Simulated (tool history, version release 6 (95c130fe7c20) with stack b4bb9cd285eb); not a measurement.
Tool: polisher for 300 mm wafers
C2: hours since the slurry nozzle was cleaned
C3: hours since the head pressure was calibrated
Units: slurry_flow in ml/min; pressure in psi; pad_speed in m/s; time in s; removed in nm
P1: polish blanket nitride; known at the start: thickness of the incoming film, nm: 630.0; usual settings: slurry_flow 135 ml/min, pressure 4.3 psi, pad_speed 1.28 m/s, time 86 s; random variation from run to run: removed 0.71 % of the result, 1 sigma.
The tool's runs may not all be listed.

{"run": 1, "hour": 4.6, "slurry_flow": 135, "pressure": 4.3, "pad_speed": 1.28, "time": 86, "wafers polished on this pad": 151, "C2": 385.9, "C3": 963, "removed": 222.97}
{"run": 2, "hour": 9.7, "slurry_flow": 135, "pressure": 4.3, "pad_speed": 1.92, "time": 86, "wafers polished on this pad": 176, "C2": 391, "C3": 968.1, "removed": 310.57}
{"run": 3, "hour": 17.6, "slurry_flow": 135, "pressure": 4.3, "pad_speed": 1.28, "time": 86, "wafers polished on this pad": 215, "C2": 398.9, "C3": 976, "removed": 223.99}
{"run": 4, "hour": 21.6, "slurry_flow": 135, "pressure": 4.3, "pad_speed": 1.28, "time": 86, "wafers polished on this pad": 235, "C2": 402.9, "C3": 980, "removed": 224.75}
{"run": 5, "hour": 27.9, "slurry_flow": 135, "pressure": 4.3, "pad_speed": 1.28, "time": 86, "wafers polished on this pad": 266, "C2": 409.2, "C3": 986.3, "removed": 222.77}
{"run": 6, "hour": 33.6, "slurry_flow": 135, "pressure": 4.3, "pad_speed": 1.28, "time": 86, "wafers polished on this pad": 294, "C2": 414.9, "C3": 992, "removed": 225.35}
{"run": 7, "hour": 39.7, "slurry_flow": 135, "pressure": 4.3, "pad_speed": 1.28, "time": 124, "wafers polished on this pad": 324, "C2": 421, "C3": 998.1, "removed": 325.95}
{"run": 8, "hour": 45.6, "slurry_flow": 135, "pressure": 6.7, "pad_speed": 1.28, "time": 86, "wafers polished on this pad": 353, "C2": 426.9, "C3": 1004, "removed": 350.76}
{"run": 9, "hour": 49.2, "slurry_flow": 135, "pressure": 4.3, "pad_speed": 1.28, "time": 86, "wafers polished on this pad": 371, "C2": 430.5, "C3": 1007.6, "removed": 225.7}
{"run": 10, "hour": 55.8, "slurry_flow": 135, "pressure": 4.3, "pad_speed": 1.28, "time": 48, "wafers polished on this pad": 404, "C2": 437.1, "C3": 1014.2, "removed": 124.59}
{"run": 11, "hour": 60.6, "slurry_flow": 80, "pressure": 4.3, "pad_speed": 1.28, "time": 86, "wafers polished on this pad": 427, "C2": 441.9, "C3": 1019, "removed": 198.35}
{"run": 12, "hour": 67.1, "slurry_flow": 135, "pressure": 4.3, "pad_speed": 0.84, "time": 113, "wafers polished on this pad": 460, "C2": 448.4, "C3": 1025.5, "removed": 209.6}
{"run": 13, "hour": 74.2, "slurry_flow": 135, "pressure": 4.3, "pad_speed": 0.66, "time": 86, "wafers polished on this pad": 495, "C2": 455.5, "C3": 1032.6, "removed": 131.71}
{"run": 14, "hour": 78.4, "slurry_flow": 190, "pressure": 4.3, "pad_speed": 1.28, "time": 86, "wafers polished on this pad": 515, "C2": 459.7, "C3": 1036.8, "removed": 235.34}
{"run": 15, "hour": 83.6, "slurry_flow": 135, "pressure": 2.2, "pad_speed": 1.28, "time": 86, "wafers polished on this pad": 541, "C2": 464.9, "C3": 1042, "removed": 115.09}
{"run": 16, "hour": 87.5, "slurry_flow": 135, "pressure": 4.3, "pad_speed": 1.28, "time": 86, "wafers polished on this pad": 560, "C2": 468.8, "C3": 1045.9, "removed": 222.08}
{"run": 17, "hour": 93.5, "slurry_flow": 135, "pressure": 4.3, "pad_speed": 1.28, "time": 86, "wafers polished on this pad": 590, "C2": 474.8, "C3": 1051.9, "removed": 216.99}
{"run": 18, "hour": 98.8, "slurry_flow": 135, "pressure": 4.3, "pad_speed": 1.28, "time": 86, "wafers polished on this pad": 616, "C2": 480.1, "C3": 1057.2, "removed": 214.68}
{"run": 19, "hour": 102.5, "slurry_flow": 135, "pressure": 4.3, "pad_speed": 1.28, "time": 86, "wafers polished on this pad": 634, "C2": 483.8, "C3": 1060.9, "removed": 208.97}
{"run": 20, "hour": 108.9, "slurry_flow": 135, "pressure": 4.3, "pad_speed": 1.28, "time": 86, "wafers polished on this pad": 666, "C2": 490.2, "C3": 1067.3, "removed": 207.27}
{"run": 21, "hour": 112.6, "slurry_flow": 135, "pressure": 4.3, "pad_speed": 1.28, "time": 86, "wafers polished on this pad": 684, "C2": 493.9, "C3": 1071, "removed": 203.59}
{"run": 22, "hour": 120.5, "slurry_flow": 135, "pressure": 4.3, "pad_speed": 1.28, "time": 86, "wafers polished on this pad": 723, "C2": 501.8, "C3": 1078.9, "removed": 201.61}
{"hour": 124.6, "done": "worn pad replaced by a new one"}
{"run": 23, "hour": 126.2, "slurry_flow": 135, "pressure": 4.3, "pad_speed": 1.28, "time": 86, "wafers polished on this pad": 8, "C2": 507.5, "C3": 1084.6, "removed": 201.5}
{"run": 24, "hour": 130.1, "slurry_flow": 135, "pressure": 4.3, "pad_speed": 1.28, "time": 86, "wafers polished on this pad": 27, "C2": 511.4, "C3": 1088.5, "removed": 200.79}
{"run": 25, "hour": 136.1, "slurry_flow": 135, "pressure": 4.3, "pad_speed": 1.28, "time": 86, "wafers polished on this pad": 57, "C2": 517.4, "C3": 1094.5, "removed": 200.82}
{"run": 26, "hour": 141.7, "slurry_flow": 135, "pressure": 4.3, "pad_speed": 1.28, "time": 86, "wafers polished on this pad": 84, "C2": 523, "C3": 1100.1, "removed": 201.29}

What P1 gives has crept away from where it was. These 2 causes fit the log equally well, each at the size given:
A: slurry flow missing at the pad, % = 37.9
B: head's pressure below its setpoint, % = 10.7
The creep began at about hour 87.5.
Why every other cause is out:
removal rate lost through wear of the pad, %: serviced at hour 124.6, which brought nothing back

4 check runs are offered, each on 5 wafers whose results are averaged, their results left as question marks. Which one tells the causes apart?
{"run": "check 1", "hour": 147.3, "slurry_flow": 135, "pressure": 4.3, "pad_speed": 0.86, "time": 86, "removed": "?"}
{"run": "check 2", "hour": 147.3, "slurry_flow": 180, "pressure": 4.3, "pad_speed": 1.28, "time": 86, "removed": "?"}
{"run": "check 3", "hour": 147.3, "slurry_flow": 135, "pressure": 4.3, "pad_speed": 1.86, "time": 86, "removed": "?"}
{"run": "check 4", "hour": 147.3, "slurry_flow": 135, "pressure": 3.4, "pad_speed": 1.28, "time": 86, "removed": "?"}

What each check would give under each cause:
check=check_1 result=removed if_A=145.63 if_B=145.7
check=check_2 result=removed if_A=215.62 if_B=210.19
check=check_3 result=removed if_A=269.94 if_B=270.07
check=check_4 result=removed if_A=158.28 if_B=158.36
How far apart the two closest causes lie, in the result that separates them most: check 1 0.05 %; check 2 2.55 %; check 3 0.05 %; check 4 0.05 %
Only check 2 tells the causes apart: in the others they would give nearly the same result.

Then check 2 was run and gave: removed 214.47 nm. Which cause is it?

It is A: slurry flow missing at the pad, %.
